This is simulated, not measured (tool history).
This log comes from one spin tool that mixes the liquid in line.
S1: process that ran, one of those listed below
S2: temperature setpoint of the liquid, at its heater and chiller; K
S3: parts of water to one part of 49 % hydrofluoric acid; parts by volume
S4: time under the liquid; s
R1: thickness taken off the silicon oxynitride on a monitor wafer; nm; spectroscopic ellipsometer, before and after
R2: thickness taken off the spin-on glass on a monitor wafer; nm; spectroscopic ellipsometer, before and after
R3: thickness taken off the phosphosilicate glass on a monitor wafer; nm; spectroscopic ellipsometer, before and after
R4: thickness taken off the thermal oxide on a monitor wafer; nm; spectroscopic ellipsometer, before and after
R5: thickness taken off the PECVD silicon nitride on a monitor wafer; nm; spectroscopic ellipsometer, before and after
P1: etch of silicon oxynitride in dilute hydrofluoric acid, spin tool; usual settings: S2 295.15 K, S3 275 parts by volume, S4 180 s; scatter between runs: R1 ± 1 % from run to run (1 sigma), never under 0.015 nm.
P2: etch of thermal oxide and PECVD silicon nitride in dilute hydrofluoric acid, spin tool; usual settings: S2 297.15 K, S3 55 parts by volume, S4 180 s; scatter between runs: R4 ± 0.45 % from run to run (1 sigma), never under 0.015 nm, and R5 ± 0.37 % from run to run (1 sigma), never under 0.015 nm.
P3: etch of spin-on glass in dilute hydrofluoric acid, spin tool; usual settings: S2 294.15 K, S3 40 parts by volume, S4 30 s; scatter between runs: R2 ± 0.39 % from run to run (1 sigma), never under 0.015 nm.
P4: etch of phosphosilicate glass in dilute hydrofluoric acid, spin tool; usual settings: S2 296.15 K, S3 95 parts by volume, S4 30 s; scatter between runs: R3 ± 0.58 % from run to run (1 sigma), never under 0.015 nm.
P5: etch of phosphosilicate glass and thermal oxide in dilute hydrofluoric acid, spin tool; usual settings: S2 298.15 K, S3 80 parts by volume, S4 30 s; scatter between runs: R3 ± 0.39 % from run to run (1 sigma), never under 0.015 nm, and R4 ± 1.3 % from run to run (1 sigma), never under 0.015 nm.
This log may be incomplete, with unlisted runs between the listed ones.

run   hour  S1      S2   S3   S4       R1      R2      R3       R4      R5
  1    4.8  P1  295.15  275  180   2.4088
  2      9  P1  295.15   50  180   15.589
  3   16.2  P3  294.15   40   30           36.192
  4   22.1  P4  296.15   95   30                    20.54
  5   27.7  P1  295.15  275  180   2.3652
  6   34.1  P3  294.15   40   15           18.082
  7     40  P4  296.15  175   30                   10.174
  8   46.2  P1  295.15  275  180   2.3907
  9   51.9  P3  302.15   40   30           50.431
 10   58.5  P3  294.15   40   30            35.94
 11   65.3  P2  297.15   55  180                            15.816  6.1371
 12   69.6  P5  290.15   80   30                   51.675   1.3569
 13   77.3  P1  295.15  275  180   2.4559
 14   83.7  P1  302.65  165  180   5.9801
 15   90.2  P1  295.15  275  180   2.4717
 16   94.7  P4  296.15   95   30                   20.667
 17  101.2  P1  295.15  275  180   2.4228
 18  105.7  P2  297.15   55   90                            7.8678  3.0791
 19  112.1  P1  295.15  275  180   2.4224
 20  117.9  P4  300.65   95   30                   24.584
 21  125.1  P4  296.15   95   50                    34.48
 22  128.4  P5  298.15   80   15                   35.852  0.92693
 23  135.5  P5  298.15   40   30                   151.56   4.0644
 24  141.8  P1  295.15  275   60  0.80376
 25    146  P1  295.15  275  290   3.8685
 26  150.9  P1  295.15  475  180   1.2462
 27  155.6  P2  297.15  105  180                             7.698   3.285
 28  160.6  P3  294.15   20   30           73.512
 29  165.5  P1  290.15  275  180   1.9425
 30  168.9  P2  297.15   55  180                            15.672  6.1966
 31  175.4  P5  298.15   80   30                   72.247   1.8445
 32  182.3  P2  292.65   55  180                             12.96  4.5732
 33  188.9  P1  299.15  275  180   2.8279
 34  196.6  P1  295.15  275  180   2.3896
 35  203.4  P1  295.15  275  180   2.3052
 36    207  P1  295.15  275  180   2.2559
 37  213.2  P1  295.15  275  180   2.2689
 38  217.4  P1  295.15  275  180   2.2512
 39  222.4  P1  295.15  275  180   2.2119
 40  228.2  P1  295.15  275  180   2.2287

P1 no longer gives what it gave before; its output has crept away from where it was. The following 2 causes, each at its listed size, fit the log equally well:
A: liquid colder than its thermometer reads (K) = 1.91
B: hydrofluoric acid flow below the setpoint (%) = 6.86
At approximately hour 196.6, the process output began to creep.

Question marks stand in for the results of the 4 check runs listed below, each run on one wafer. Under which run would the listed causes show clearly different results?
check 1   234  P3  294.15  40   30       ?
check 2   234  P5  298.15  80   30           ?   ?
check 3   234  P2  297.15  55  180               ?   ?
check 4   234  P4  296.15  95   30           ?

Outcome of each check run for each possible cause:
  check  result    if A    if B
check 1      R2  33.334  33.564
check 2      R3  66.614  66.489
check 2      R4  1.7369  1.7337
check 3      R4  14.472  14.509
check 3      R5  5.4498  5.7852
check 4      R3  19.092  19.049
Minimum pairwise separation of causes per check, each pair taken at its best-separating result: check 1 0.69 %; check 2 0.19 %; check 3 5.97 %; check 4 0.22 %
The causes can be told apart only by check 3. The other checks would give nearly the same results under each of them.

Check 3 was then run and gave: R4 14.431 nm; R5 5.7699 nm. Which cause is it?

It was cause B: hydrofluoric acid flow below the setpoint (%).

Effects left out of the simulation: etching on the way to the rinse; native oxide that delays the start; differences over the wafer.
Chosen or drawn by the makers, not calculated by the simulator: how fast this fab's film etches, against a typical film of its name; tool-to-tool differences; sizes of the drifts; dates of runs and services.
